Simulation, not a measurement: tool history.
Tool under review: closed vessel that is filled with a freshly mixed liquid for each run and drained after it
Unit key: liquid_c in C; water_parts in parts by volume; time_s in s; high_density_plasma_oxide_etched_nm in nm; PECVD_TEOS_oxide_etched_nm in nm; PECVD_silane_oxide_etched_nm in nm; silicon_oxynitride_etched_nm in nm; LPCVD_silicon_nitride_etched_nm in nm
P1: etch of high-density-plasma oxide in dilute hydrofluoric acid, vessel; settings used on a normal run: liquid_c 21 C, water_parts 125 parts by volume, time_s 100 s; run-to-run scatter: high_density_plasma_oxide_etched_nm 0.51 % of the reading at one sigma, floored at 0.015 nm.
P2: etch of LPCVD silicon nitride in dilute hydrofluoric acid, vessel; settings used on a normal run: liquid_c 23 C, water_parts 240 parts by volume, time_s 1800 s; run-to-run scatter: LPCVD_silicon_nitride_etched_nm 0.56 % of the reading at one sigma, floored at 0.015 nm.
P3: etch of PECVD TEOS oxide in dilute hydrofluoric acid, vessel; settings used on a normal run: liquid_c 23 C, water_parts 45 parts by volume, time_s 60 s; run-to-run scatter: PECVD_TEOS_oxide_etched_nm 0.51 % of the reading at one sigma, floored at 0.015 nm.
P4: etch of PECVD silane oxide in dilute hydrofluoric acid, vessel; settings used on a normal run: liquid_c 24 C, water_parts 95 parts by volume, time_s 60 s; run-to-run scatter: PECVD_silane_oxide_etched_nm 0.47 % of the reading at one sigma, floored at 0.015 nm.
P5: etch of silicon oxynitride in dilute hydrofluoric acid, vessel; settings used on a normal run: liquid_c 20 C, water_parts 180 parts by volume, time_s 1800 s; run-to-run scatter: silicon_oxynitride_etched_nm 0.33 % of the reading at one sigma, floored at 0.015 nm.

run,hour,process,liquid_c,water_parts,time_s,hours since the thermometer was replaced,hours since the hydrofluoric acid flow meter was replaced,high_density_plasma_oxide_etched_nm,PECVD_TEOS_oxide_etched_nm,PECVD_silane_oxide_etched_nm,silicon_oxynitride_etched_nm,LPCVD_silicon_nitride_etched_nm
1,3.4,P1,21,125,100,292.9,302.8,6.3613,,,,
2,8.9,P1,26,175,100,298.4,308.3,5.2124,,,,
3,12.1,P1,21,125,100,301.6,311.5,6.364,,,,
4,17.5,P3,30.5,45,60,307,316.9,,52.73,,,
5,23,P4,24,95,60,312.5,322.4,,,26.075,,
6,27,P1,21,125,45,316.5,326.4,2.8458,,,,
7,31.8,P1,21,205,100,321.3,331.2,3.6002,,,,
8,34.7,P3,23,45,30,324.2,334.1,,19.578,,,
9,37.6,P5,20,55,1800,327.1,337,,,,39.358,
10,43.1,P3,23,45,60,332.6,342.5,,38.603,,,
11,46.9,P1,21,125,145,336.4,346.3,9.2454,,,,
12,52,P1,17,125,100,341.5,351.4,5.4353,,,,
13,57.1,P1,21,50,100,346.6,356.5,17.537,,,,
14,60.7,P2,23,240,1800,350.2,360.1,,,,,3.9181
15,63.6,P5,28,180,1800,353.1,363,,,,15.742,
16,66.7,P5,20,180,555,356.2,366.1,,,,3.3748,
17,70,P2,23,360,1800,359.5,369.4,,,,,2.6477
18,74.5,P1,21,125,100,364,373.9,6.3996,,,,
19,78,P4,24,25,60,367.5,377.4,,,108.22,,
20,80.9,P1,21,125,100,370.4,380.3,6.3821,,,,
21,83.5,P5,20,180,1800,373,382.9,,,,11.044,
22,89.2,P2,23,240,3030,378.7,388.6,,,,,6.5817
23,92,P1,17,165,100,381.5,391.4,3.9832,,,,
24,96,P1,28,125,100,385.5,395.4,8.3247,,,,
25,100.9,P1,21,125,100,390.4,400.3,6.4014,,,,
26,106,P2,31,240,1800,395.5,405.4,,,,,6.4012
27,109.2,P3,23,20,60,398.7,408.6,,90.13,,,
28,114.4,P4,24,95,105,403.9,413.8,,,45.906,,
29,119.6,P3,23,45,60,409.1,419,,38.7,,,
30,124.8,P4,18,95,60,414.3,424.2,,,20.541,,
31,128.2,P1,21,125,100,417.7,427.6,6.3628,,,,
32,133.1,P1,21,210,170,422.6,432.5,5.9262,,,,
33,137.5,P1,21,125,100,427,436.9,6.3726,,,,
34,142.6,P1,21,125,100,432.1,442,6.617,,,,
35,146.3,P1,21,125,100,435.8,445.7,6.7049,,,,
36,151.3,P1,21,125,100,440.8,450.7,6.7971,,,,
37,156.1,P1,21,125,100,445.6,455.5,6.8448,,,,
38,159.6,P1,21,125,100,449.1,459,6.8401,,,,
39,163,P1,21,125,100,452.5,462.4,6.9106,,,,
40,165.7,P1,21,125,100,455.2,465.1,6.8824,,,,
41,170.8,P1,21,125,100,460.3,470.2,6.937,,,,
42,174.5,P1,21,125,100,464,473.9,6.8715,,,,

The output of P1 has drifted from where it used to be. Each of the 2 causes below, taken at the size shown beside it, accounts for the log equally well:
A: liquid hotter than its thermometer reads (K) = 2
B: hydrofluoric acid flow above the setpoint (%) = 7.23
At approximately hour 137.5, the process output began to creep.

The check runs listed below each take one wafer, and their results are still question marks. Under which run would the listed causes lead to clearly different results?
check 1,178.2,P3,27.5,30,60,,,,?,,,
check 2,178.2,P2,26,240,2830,,,,,,,?
check 3,178.2,P4,24,45,95,,,,,?,,
check 4,178.2,P5,26,180,1800,,,,,,?,

What every check run would give for each of its results, assuming each possible cause in turn:
check,result,if A,if B
check 1,PECVD_TEOS_oxide_etched_nm,77.586,76.949
check 2,LPCVD_silicon_nitride_etched_nm,8.3623,7.9449
check 3,PECVD_silane_oxide_etched_nm,101.1,100.27
check 4,silicon_oxynitride_etched_nm,15.756,15.635
Smallest distance between any two causes, each pair judged by its most separating result, in per cent: check 1 0.82 %; check 2 5.12 %; check 3 0.82 %; check 4 0.77 %
Of the check runs offered, only check 2 discriminates between the causes; the rest would read about the same regardless of which cause applies.

After running check 2, the following was obtained: LPCVD_silicon_nitride_etched_nm 7.8869 nm. Which cause does this point to?

B is the cause: hydrofluoric acid flow above the setpoint (%).

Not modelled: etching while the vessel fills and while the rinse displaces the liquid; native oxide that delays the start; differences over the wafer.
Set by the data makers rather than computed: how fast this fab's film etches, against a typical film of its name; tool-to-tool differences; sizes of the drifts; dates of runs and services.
